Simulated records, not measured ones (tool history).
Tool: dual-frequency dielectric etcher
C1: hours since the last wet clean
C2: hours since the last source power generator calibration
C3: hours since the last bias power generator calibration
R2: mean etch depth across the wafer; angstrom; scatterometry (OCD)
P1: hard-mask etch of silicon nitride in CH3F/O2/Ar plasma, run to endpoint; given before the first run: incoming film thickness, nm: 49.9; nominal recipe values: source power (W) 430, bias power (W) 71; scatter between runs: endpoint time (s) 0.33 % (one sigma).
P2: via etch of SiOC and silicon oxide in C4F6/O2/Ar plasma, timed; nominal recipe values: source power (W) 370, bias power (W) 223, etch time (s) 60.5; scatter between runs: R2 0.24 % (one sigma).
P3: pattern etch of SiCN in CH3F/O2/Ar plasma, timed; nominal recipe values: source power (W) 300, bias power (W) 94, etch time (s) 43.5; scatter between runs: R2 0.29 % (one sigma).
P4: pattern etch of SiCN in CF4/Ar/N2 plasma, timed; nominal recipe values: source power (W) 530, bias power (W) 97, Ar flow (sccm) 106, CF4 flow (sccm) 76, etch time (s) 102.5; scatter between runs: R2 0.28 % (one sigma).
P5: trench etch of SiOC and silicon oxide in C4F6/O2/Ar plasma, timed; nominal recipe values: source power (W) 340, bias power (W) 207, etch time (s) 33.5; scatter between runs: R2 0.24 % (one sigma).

run 1 hour=10.5 | process_that_ran=P1 source_power_(W)=430 bias_power_(W)=71 | C1=236.9 C2=1402.2 C3=2893.2 | endpoint_time_(s)=67.072
run 2 hour=18.0 | process_that_ran=P1 source_power_(W)=430 bias_power_(W)=71 | C1=244.4 C2=1409.7 C3=2900.7 | endpoint_time_(s)=67.009
run 3 hour=27.5 | process_that_ran=P4 source_power_(W)=530 bias_power_(W)=97 Ar_flow_(sccm)=106 CF4_flow_(sccm)=76 etch_time_(s)=102.5 | C1=253.9 C2=1419.2 C3=2910.2 | R2=1119.400
run 4 hour=37.5 | process_that_ran=P4 source_power_(W)=710 bias_power_(W)=97 Ar_flow_(sccm)=106 CF4_flow_(sccm)=76 etch_time_(s)=102.5 | C1=263.9 C2=1429.2 C3=2920.2 | R2=1447.300
run 5 hour=43.9 | process_that_ran=P1 source_power_(W)=430 bias_power_(W)=51 | C1=270.3 C2=1435.6 C3=2926.6 | endpoint_time_(s)=74.766
run 6 hour=50.3 | process_that_ran=P3 source_power_(W)=300 bias_power_(W)=94 etch_time_(s)=43.5 | C1=276.7 C2=1442.0 C3=2933.0 | R2=165.390
run 7 hour=63.6 | process_that_ran=P5 source_power_(W)=340 bias_power_(W)=156 etch_time_(s)=33.5 | C1=290.0 C2=1455.3 C3=2946.3 | R2=608.500
run 8 hour=71.4 | process_that_ran=P1 source_power_(W)=430 bias_power_(W)=96 | C1=297.8 C2=1463.1 C3=2954.1 | endpoint_time_(s)=60.321
run 9 hour=81.4 | process_that_ran=P2 source_power_(W)=370 bias_power_(W)=223 etch_time_(s)=79.5 | C1=307.8 C2=1473.1 C3=2964.1 | R2=926.970
run 10 hour=89.2 | process_that_ran=P4 source_power_(W)=530 bias_power_(W)=97 Ar_flow_(sccm)=106 CF4_flow_(sccm)=76 etch_time_(s)=153.0 | C1=315.6 C2=1480.9 C3=2971.9 | R2=1681.200
run 11 hour=100.7 | process_that_ran=P1 source_power_(W)=430 bias_power_(W)=71 | C1=327.1 C2=1492.4 C3=2983.4 | endpoint_time_(s)=67.020
run 12 hour=110.1 | process_that_ran=P4 source_power_(W)=530 bias_power_(W)=66 Ar_flow_(sccm)=106 CF4_flow_(sccm)=76 etch_time_(s)=102.5 | C1=336.5 C2=1501.8 C3=2992.8 | R2=980.680
run 13 hour=117.5 | process_that_ran=P4 source_power_(W)=530 bias_power_(W)=97 Ar_flow_(sccm)=72 CF4_flow_(sccm)=76 etch_time_(s)=102.5 | C1=343.9 C2=1509.2 C3=3000.2 | R2=1181.100
run 14 hour=125.4 | process_that_ran=P4 source_power_(W)=530 bias_power_(W)=97 Ar_flow_(sccm)=106 CF4_flow_(sccm)=93 etch_time_(s)=102.5 | C1=351.8 C2=1517.1 C3=3008.1 | R2=1156.900
run 15 hour=135.1 | process_that_ran=P3 source_power_(W)=380 bias_power_(W)=94 etch_time_(s)=43.5 | C1=361.5 C2=1526.8 C3=3017.8 | R2=180.910
run 16 hour=146.7 | process_that_ran=P1 source_power_(W)=510 bias_power_(W)=71 | C1=373.1 C2=1538.4 C3=3029.4 | endpoint_time_(s)=62.749
run 17 hour=153.9 | process_that_ran=P3 source_power_(W)=300 bias_power_(W)=134 etch_time_(s)=43.5 | C1=380.3 C2=1545.6 C3=3036.6 | R2=191.150
run 18 hour=167.9 | process_that_ran=P2 source_power_(W)=230 bias_power_(W)=223 etch_time_(s)=60.5 | C1=394.3 C2=1559.6 C3=3050.6 | R2=589.650
run 19 hour=175.3 | process_that_ran=P3 source_power_(W)=300 bias_power_(W)=94 etch_time_(s)=24.5 | C1=401.7 C2=1567.0 C3=3058.0 | R2=92.956
run 20 hour=189.8 | process_that_ran=P2 source_power_(W)=370 bias_power_(W)=223 etch_time_(s)=60.5 | C1=416.2 C2=1581.5 C3=3072.5 | R2=704.560
-- hour=191.1 source power generator calibrated
run 21 hour=202.3 | process_that_ran=P1 source_power_(W)=260 bias_power_(W)=98 | C1=428.7 C2=11.3 C3=3085.0 | endpoint_time_(s)=72.316
run 22 hour=213.4 | process_that_ran=P5 source_power_(W)=210 bias_power_(W)=207 etch_time_(s)=33.5 | C1=439.8 C2=22.4 C3=3096.1 | R2=553.640
run 23 hour=225.9 | process_that_ran=P5 source_power_(W)=340 bias_power_(W)=207 etch_time_(s)=48.5 | C1=452.3 C2=34.9 C3=3108.6 | R2=962.670
run 24 hour=240.6 | process_that_ran=P1 source_power_(W)=430 bias_power_(W)=71 | C1=467.0 C2=49.6 C3=3123.3 | endpoint_time_(s)=67.211
run 25 hour=253.1 | process_that_ran=P1 source_power_(W)=430 bias_power_(W)=71 | C1=479.5 C2=62.1 C3=3135.8 | endpoint_time_(s)=67.216
run 26 hour=262.5 | process_that_ran=P5 source_power_(W)=340 bias_power_(W)=207 etch_time_(s)=33.5 | C1=488.9 C2=71.5 C3=3145.2 | R2=666.120
run 27 hour=271.6 | process_that_ran=P1 source_power_(W)=430 bias_power_(W)=71 | C1=498.0 C2=80.6 C3=3154.3 | endpoint_time_(s)=67.113
run 28 hour=280.2 | process_that_ran=P3 source_power_(W)=300 bias_power_(W)=94 etch_time_(s)=43.5 | C1=506.6 C2=89.2 C3=3162.9 | R2=165.870
run 29 hour=287.2 | process_that_ran=P1 source_power_(W)=330 bias_power_(W)=71 | C1=513.6 C2=96.2 C3=3169.9 | endpoint_time_(s)=73.956
run 30 hour=302.1 | process_that_ran=P2 source_power_(W)=370 bias_power_(W)=223 etch_time_(s)=60.5 | C1=528.5 C2=111.1 C3=3184.8 | R2=705.240
run 31 hour=315.4 | process_that_ran=P2 source_power_(W)=370 bias_power_(W)=133 etch_time_(s)=60.5 | C1=541.8 C2=124.4 C3=3198.1 | R2=598.520
run 32 hour=329.5 | process_that_ran=P1 source_power_(W)=430 bias_power_(W)=71 | C1=555.9 C2=138.5 C3=3212.2 | endpoint_time_(s)=67.074
run 33 hour=338.3 | process_that_ran=P1 source_power_(W)=430 bias_power_(W)=71 | C1=564.7 C2=147.3 C3=3221.0 | endpoint_time_(s)=67.251
run 34 hour=346.6 | process_that_ran=P1 source_power_(W)=430 bias_power_(W)=71 | C1=573.0 C2=155.6 C3=3229.3 | endpoint_time_(s)=68.003
run 35 hour=360.0 | process_that_ran=P1 source_power_(W)=430 bias_power_(W)=71 | C1=586.4 C2=169.0 C3=3242.7 | endpoint_time_(s)=68.032
run 36 hour=367.4 | process_that_ran=P1 source_power_(W)=430 bias_power_(W)=71 | C1=593.8 C2=176.4 C3=3250.1 | endpoint_time_(s)=68.052
run 37 hour=381.5 | process_that_ran=P1 source_power_(W)=430 bias_power_(W)=71 | C1=607.9 C2=190.5 C3=3264.2 | endpoint_time_(s)=68.350
run 38 hour=392.7 | process_that_ran=P1 source_power_(W)=430 bias_power_(W)=71 | C1=619.1 C2=201.7 C3=3275.4 | endpoint_time_(s)=68.313
-- hour=402.7 wet clean of the chamber
run 39 hour=405.6 | process_that_ran=P1 source_power_(W)=430 bias_power_(W)=71 | C1=3.0 C2=214.6 C3=3288.3 | endpoint_time_(s)=67.995
run 40 hour=413.8 | process_that_ran=P1 source_power_(W)=430 bias_power_(W)=71 | C1=11.2 C2=222.8 C3=3296.5 | endpoint_time_(s)=68.273
run 41 hour=427.3 | process_that_ran=P1 source_power_(W)=430 bias_power_(W)=71 | C1=24.7 C2=236.3 C3=3310.0 | endpoint_time_(s)=68.247

P1 has crept away from where it was. The log is fitted equally well by each of these 2 causes, at the sizes shown:
A: source power that arrives under what is set, % = 4.18
B: bias power that arrives under what is set, % = 4.69
The drift started at roughly hour 329.5.
All other causes, with the reason each is excluded:
chamber walls in a state that lowers the etch rate, %: serviced at hour 402.7, after the change had begun; the process did not return to its earlier output

4 check runs are offered, one wafer each, their results left as question marks. Which one tells the causes apart?
run check 1 hour=440.8 | process_that_ran=P2 source_power_(W)=240 bias_power_(W)=165 etch_time_(s)=60.5 | R2=?
run check 2 hour=440.8 | process_that_ran=P4 source_power_(W)=530 bias_power_(W)=97 Ar_flow_(sccm)=81 CF4_flow_(sccm)=76 etch_time_(s)=137.0 | R2=?
run check 3 hour=440.8 | process_that_ran=P5 source_power_(W)=210 bias_power_(W)=207 etch_time_(s)=45.0 | R2=?
run check 4 hour=440.8 | process_that_ran=P3 source_power_(W)=370 bias_power_(W)=94 etch_time_(s)=43.5 | R2=?

What every check run would give for each of its results, assuming each possible cause in turn:
check=check_1 result=R2 if_A=530.910 if_B=531.320
check=check_2 result=R2 if_A=1498.000 if_B=1529.400
check=check_3 result=R2 if_A=732.170 if_B=732.160
check=check_4 result=R2 if_A=175.620 if_B=175.240
Distance between the nearest two causes, measured in the result of the check that separates them most: check 1 0.08 %; check 2 2.08 %; check 3 0 %; check 4 0.22 %
The causes can be told apart only by check 2. The other checks would give nearly the same results under each of them.

Running check 2 produced the following: R2 1495.300 angstrom. Which one of the listed causes fits?

It was cause A: source power that arrives under what is set, %.
